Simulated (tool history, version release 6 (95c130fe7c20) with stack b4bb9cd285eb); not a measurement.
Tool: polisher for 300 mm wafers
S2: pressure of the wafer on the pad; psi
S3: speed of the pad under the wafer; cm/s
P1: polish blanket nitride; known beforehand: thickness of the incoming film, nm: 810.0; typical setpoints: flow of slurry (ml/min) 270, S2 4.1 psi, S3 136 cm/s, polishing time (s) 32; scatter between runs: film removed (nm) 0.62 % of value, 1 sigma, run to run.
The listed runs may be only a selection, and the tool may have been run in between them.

{"run": 1, "day": 0.288, "flow of slurry (ml/min)": 270, "S2": 4.1, "S3": 136, "polishing time (s)": 32, "film removed (nm)": 88.029}
{"run": 2, "day": 0.658, "flow of slurry (ml/min)": 350, "S2": 4.1, "S3": 212, "polishing time (s)": 32, "film removed (nm)": 127.09}
{"run": 3, "day": 1.108, "flow of slurry (ml/min)": 270, "S2": 2.8, "S3": 136, "polishing time (s)": 32, "film removed (nm)": 59.797}
{"run": 4, "day": 1.521, "flow of slurry (ml/min)": 160, "S2": 4.1, "S3": 136, "polishing time (s)": 32, "film removed (nm)": 81.237}
{"run": 5, "day": 1.867, "flow of slurry (ml/min)": 270, "S2": 4.1, "S3": 186, "polishing time (s)": 32, "film removed (nm)": 112.39}
{"run": 6, "day": 2.433, "flow of slurry (ml/min)": 270, "S2": 4.1, "S3": 136, "polishing time (s)": 32, "film removed (nm)": 86.375}
{"run": 7, "day": 3.05, "flow of slurry (ml/min)": 270, "S2": 4.1, "S3": 136, "polishing time (s)": 47, "film removed (nm)": 129.36}
{"run": 8, "day": 3.492, "flow of slurry (ml/min)": 270, "S2": 4.1, "S3": 136, "polishing time (s)": 17, "film removed (nm)": 46.803}
{"run": 9, "day": 4.025, "flow of slurry (ml/min)": 270, "S2": 6.3, "S3": 136, "polishing time (s)": 32, "film removed (nm)": 135.38}
{"run": 10, "day": 4.521, "flow of slurry (ml/min)": 270, "S2": 4.1, "S3": 136, "polishing time (s)": 32, "film removed (nm)": 88.336}
{"run": 11, "day": 4.804, "flow of slurry (ml/min)": 415, "S2": 4.1, "S3": 136, "polishing time (s)": 32, "film removed (nm)": 91.151}
{"run": 12, "day": 5.108, "flow of slurry (ml/min)": 270, "S2": 4.1, "S3": 136, "polishing time (s)": 32, "film removed (nm)": 86.881}
{"run": 13, "day": 5.508, "flow of slurry (ml/min)": 270, "S2": 2.3, "S3": 190, "polishing time (s)": 32, "film removed (nm)": 64.412}
{"run": 14, "day": 5.842, "flow of slurry (ml/min)": 270, "S2": 4.1, "S3": 82, "polishing time (s)": 42, "film removed (nm)": 77.294}
{"run": 15, "day": 6.383, "flow of slurry (ml/min)": 270, "S2": 4.1, "S3": 78, "polishing time (s)": 32, "film removed (nm)": 55.482}
{"run": 16, "day": 6.725, "flow of slurry (ml/min)": 270, "S2": 4.1, "S3": 136, "polishing time (s)": 32, "film removed (nm)": 87.288}
{"run": 17, "day": 7.238, "flow of slurry (ml/min)": 270, "S2": 4.1, "S3": 136, "polishing time (s)": 32, "film removed (nm)": 88.725}
{"run": 18, "day": 7.767, "flow of slurry (ml/min)": 270, "S2": 4.1, "S3": 136, "polishing time (s)": 32, "film removed (nm)": 86.932}
{"run": 19, "day": 8.308, "flow of slurry (ml/min)": 270, "S2": 4.1, "S3": 136, "polishing time (s)": 32, "film removed (nm)": 86.213}
{"run": 20, "day": 8.833, "flow of slurry (ml/min)": 270, "S2": 4.1, "S3": 136, "polishing time (s)": 32, "film removed (nm)": 85.101}
{"run": 21, "day": 9.45, "flow of slurry (ml/min)": 270, "S2": 4.1, "S3": 136, "polishing time (s)": 32, "film removed (nm)": 84.17}
{"run": 22, "day": 9.867, "flow of slurry (ml/min)": 270, "S2": 4.1, "S3": 136, "polishing time (s)": 32, "film removed (nm)": 84.783}
{"run": 23, "day": 10.175, "flow of slurry (ml/min)": 270, "S2": 4.1, "S3": 136, "polishing time (s)": 32, "film removed (nm)": 83.888}
{"day": 10.183, "done": "worn pad replaced by a new one"}
{"run": 24, "day": 10.725, "flow of slurry (ml/min)": 270, "S2": 4.1, "S3": 136, "polishing time (s)": 32, "film removed (nm)": 83.72}
{"run": 25, "day": 11.008, "flow of slurry (ml/min)": 270, "S2": 4.1, "S3": 136, "polishing time (s)": 32, "film removed (nm)": 84.86}
{"run": 26, "day": 11.396, "flow of slurry (ml/min)": 270, "S2": 4.1, "S3": 136, "polishing time (s)": 32, "film removed (nm)": 85.653}
{"run": 27, "day": 11.771, "flow of slurry (ml/min)": 270, "S2": 4.1, "S3": 136, "polishing time (s)": 32, "film removed (nm)": 84.581}
{"run": 28, "day": 12.092, "flow of slurry (ml/min)": 270, "S2": 4.1, "S3": 136, "polishing time (s)": 32, "film removed (nm)": 85.327}

The output of P1 has drifted from where it used to be. Each of the 2 causes below, taken at the size shown beside it, accounts for the log equally well:
A: head's pressure below its setpoint, % = 3.97
B: slurry flow missing at the pad, % = 29
The onset of the drift is placed at about day 7.238.
The rest of the possible causes, and what rules out each one:
removal rate lost through wear of the pad, %: serviced at day 10.183, after the drift had started, without restoring the earlier output

4 check runs are offered, each on 3 wafers whose results are averaged, their results left as question marks. Which one tells the causes apart?
{"run": "check 1", "day": 12.412, "flow of slurry (ml/min)": 160, "S2": 4.1, "S3": 136, "polishing time (s)": 46, "film removed (nm)": "?"}
{"run": "check 2", "day": 12.412, "flow of slurry (ml/min)": 270, "S2": 4.1, "S3": 136, "polishing time (s)": 25, "film removed (nm)": "?"}
{"run": "check 3", "day": 12.412, "flow of slurry (ml/min)": 270, "S2": 3, "S3": 136, "polishing time (s)": 32, "film removed (nm)": "?"}
{"run": "check 4", "day": 12.412, "flow of slurry (ml/min)": 270, "S2": 6.1, "S3": 104, "polishing time (s)": 32, "film removed (nm)": "?"}

Outcome of each check run for each possible cause:
check=check_1 result=film_removed_(nm) if_A=113.23 if_B=110.4
check=check_2 result=film_removed_(nm) if_A=65.843 if_B=65.848
check=check_3 result=film_removed_(nm) if_A=61.667 if_B=61.673
check=check_4 result=film_removed_(nm) if_A=101.17 if_B=101.18
Distance between the nearest two causes, measured in the result of the check that separates them most: check 1 2.53 %; check 2 0.01 %; check 3 0.01 %; check 4 0.01 %
Check 1 distinguishes between the causes, while the remaining checks would return nearly the same result for all of them.

With check 1 done, the readings were: film removed (nm) 110.78. Identify which of the listed causes applies.

The correct cause is B, namely: slurry flow missing at the pad, %.
